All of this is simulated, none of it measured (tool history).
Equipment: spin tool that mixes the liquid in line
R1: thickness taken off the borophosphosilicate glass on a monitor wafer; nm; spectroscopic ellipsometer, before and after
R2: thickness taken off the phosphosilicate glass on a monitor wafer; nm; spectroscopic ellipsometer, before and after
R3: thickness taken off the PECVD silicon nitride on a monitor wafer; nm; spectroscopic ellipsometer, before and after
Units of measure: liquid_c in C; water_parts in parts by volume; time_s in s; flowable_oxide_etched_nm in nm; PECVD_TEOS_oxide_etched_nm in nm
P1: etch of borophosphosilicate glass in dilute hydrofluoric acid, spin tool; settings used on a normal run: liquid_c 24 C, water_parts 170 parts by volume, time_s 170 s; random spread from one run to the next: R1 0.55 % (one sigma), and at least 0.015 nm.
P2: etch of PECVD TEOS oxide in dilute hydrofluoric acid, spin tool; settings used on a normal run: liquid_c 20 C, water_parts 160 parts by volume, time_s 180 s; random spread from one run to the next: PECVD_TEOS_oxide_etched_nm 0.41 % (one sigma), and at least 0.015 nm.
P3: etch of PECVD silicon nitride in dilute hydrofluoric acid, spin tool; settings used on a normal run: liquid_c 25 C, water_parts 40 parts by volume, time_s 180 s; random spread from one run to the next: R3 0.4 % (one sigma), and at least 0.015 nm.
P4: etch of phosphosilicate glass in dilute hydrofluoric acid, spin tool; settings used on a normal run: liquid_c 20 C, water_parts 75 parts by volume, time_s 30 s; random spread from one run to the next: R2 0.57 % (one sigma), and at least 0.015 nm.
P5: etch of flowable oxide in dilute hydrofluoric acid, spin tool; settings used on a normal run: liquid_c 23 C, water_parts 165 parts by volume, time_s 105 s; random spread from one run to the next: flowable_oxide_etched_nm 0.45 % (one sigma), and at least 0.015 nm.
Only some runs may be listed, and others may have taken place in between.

run 1 hour=9.1 | process=P1 liquid_c=24 water_parts=170 time_s=170 | R1=27.777
run 2 hour=17.3 | process=P4 liquid_c=20 water_parts=75 time_s=15 | R2=25.902
run 3 hour=22.9 | process=P1 liquid_c=24 water_parts=170 time_s=170 | R1=28.108
run 4 hour=34.4 | process=P1 liquid_c=24 water_parts=170 time_s=80 | R1=13.206
run 5 hour=43.3 | process=P3 liquid_c=25 water_parts=40 time_s=85 | R3=4.5708
run 6 hour=54 | process=P5 liquid_c=29 water_parts=165 time_s=105 | flowable_oxide_etched_nm=26.387
run 7 hour=65.8 | process=P1 liquid_c=24 water_parts=170 time_s=330 | R1=54.522
run 8 hour=77.1 | process=P3 liquid_c=31.5 water_parts=40 time_s=180 | R3=14.953
run 9 hour=85.6 | process=P1 liquid_c=24 water_parts=170 time_s=170 | R1=28.287
run 10 hour=92.5 | process=P4 liquid_c=20 water_parts=120 time_s=30 | R2=30.849
run 11 hour=103.7 | process=P1 liquid_c=24 water_parts=60 time_s=325 | R1=175.39
run 12 hour=113.6 | process=P5 liquid_c=23 water_parts=165 time_s=105 | flowable_oxide_etched_nm=21.04
run 13 hour=121.6 | process=P1 liquid_c=17 water_parts=170 time_s=170 | R1=21.226
run 14 hour=133.6 | process=P1 liquid_c=24 water_parts=170 time_s=170 | R1=28.239
run 15 hour=145.6 | process=P1 liquid_c=24 water_parts=170 time_s=170 | R1=28.294
run 16 hour=153.5 | process=P2 liquid_c=17 water_parts=160 time_s=180 | PECVD_TEOS_oxide_etched_nm=10.397
run 17 hour=164.2 | process=P2 liquid_c=20 water_parts=160 time_s=45 | PECVD_TEOS_oxide_etched_nm=2.8901
run 18 hour=173.1 | process=P5 liquid_c=23 water_parts=165 time_s=160 | flowable_oxide_etched_nm=32.056
run 19 hour=183.9 | process=P5 liquid_c=23 water_parts=65 time_s=105 | flowable_oxide_etched_nm=59.621
run 20 hour=189.5 | process=P2 liquid_c=20 water_parts=160 time_s=180 | PECVD_TEOS_oxide_etched_nm=11.793
run 21 hour=201.4 | process=P3 liquid_c=25 water_parts=55 time_s=180 | R3=7.1116
run 22 hour=210.2 | process=P1 liquid_c=24 water_parts=290 time_s=170 | R1=14.568
run 23 hour=217.2 | process=P1 liquid_c=24 water_parts=170 time_s=170 | R1=28.185
run 24 hour=229 | process=P1 liquid_c=32.5 water_parts=170 time_s=170 | R1=38.211

What will run 25 give?
run 25 hour=240.6 | process=P4 liquid_c=20 water_parts=75 time_s=30 | R2=?

Run 25 yielded R2 52.022 nm.

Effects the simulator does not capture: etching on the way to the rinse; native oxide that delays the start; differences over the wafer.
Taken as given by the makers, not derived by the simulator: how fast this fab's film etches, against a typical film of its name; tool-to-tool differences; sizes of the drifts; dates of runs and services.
